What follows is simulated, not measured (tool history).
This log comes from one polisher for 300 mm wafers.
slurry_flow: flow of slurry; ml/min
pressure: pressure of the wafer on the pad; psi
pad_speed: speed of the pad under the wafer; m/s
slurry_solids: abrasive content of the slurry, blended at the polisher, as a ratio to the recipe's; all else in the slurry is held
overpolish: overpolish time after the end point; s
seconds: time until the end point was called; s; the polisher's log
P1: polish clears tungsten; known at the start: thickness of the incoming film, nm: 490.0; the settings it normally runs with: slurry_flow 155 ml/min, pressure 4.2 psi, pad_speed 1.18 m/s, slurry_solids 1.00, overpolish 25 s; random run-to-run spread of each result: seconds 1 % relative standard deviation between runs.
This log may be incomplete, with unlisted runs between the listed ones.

run  hour  slurry_flow  pressure  pad_speed  slurry_solids  overpolish  wafers polished on this pad  hours since the slurry nozzle was cleaned  hours since the head pressure was calibrated  hours since the slurry blender was calibrated  hours since the slurry got fresh peroxide  seconds
  1   3.7          155       4.2       1.18           1.00          25                          365                                      599.8                                         712.5                                           83.8                                       19.4   69.375
  2   9.5          155       2.1       1.18           1.00          25                          391                                      605.6                                         718.3                                           89.6                                       25.2  138.830
  3  13.4          155       4.2       1.18           0.65          25                          408                                      609.5                                         722.2                                           93.5                                       29.1   76.409
  4  20.4          155       4.2       0.54           1.00          25                          440                                      616.5                                         729.2                                          100.5                                       36.1  151.350
  5  24.8           95       4.2       1.18           1.00          25                          459                                      620.9                                         733.6                                          104.9                                       40.5   76.223
  6  30.8          155       4.2       1.18           1.00          41                          486                                      626.9                                         739.6                                          110.9                                       46.5   68.307
  7  37.2          155       4.2       1.18           1.30          25                          515                                      633.3                                         746.0                                          117.3                                       52.9   64.005
  8  40.9          155       4.2       1.18           1.00          25                          532                                      637.0                                         749.7                                          121.0                                       56.6   68.811
  9  44.6          155       6.7       1.18           1.00          25                          548                                      640.7                                         753.4                                          124.7                                       60.3   42.439
 10  48.6          155       4.2       1.18           1.00          25                          566                                      644.7                                         757.4                                          128.7                                       64.3   68.737
 11  53.6          155       4.2       1.18           1.30          46                          588                                      649.7                                         762.4                                          133.7                                       69.3   63.967
     55.0  -- slurry tank refilled with fresh slurry and peroxide
 12  57.3           95       4.2       1.18           1.00           9                          605                                      653.4                                         766.1                                          137.4                                        2.3   76.131
 13  62.4          155       4.2       1.18           1.00          25                          628                                      658.5                                         771.2                                          142.5                                        7.4   68.324
 14  68.8          155       4.2       1.18           1.00          25                          656                                      664.9                                         777.6                                          148.9                                       13.8   69.855
 15  73.9          155       4.2       1.18           1.00           8                          679                                      670.0                                         782.7                                          154.0                                       18.9   69.246

Run 16, settings as shown, results not yet in. Your forecast:
 16  77.2          225       4.2       1.18           1.00          25                          694                                      673.3                                         786.0                                          157.3                                       22.2        ?

{"run 16": {"seconds": 64.731}}
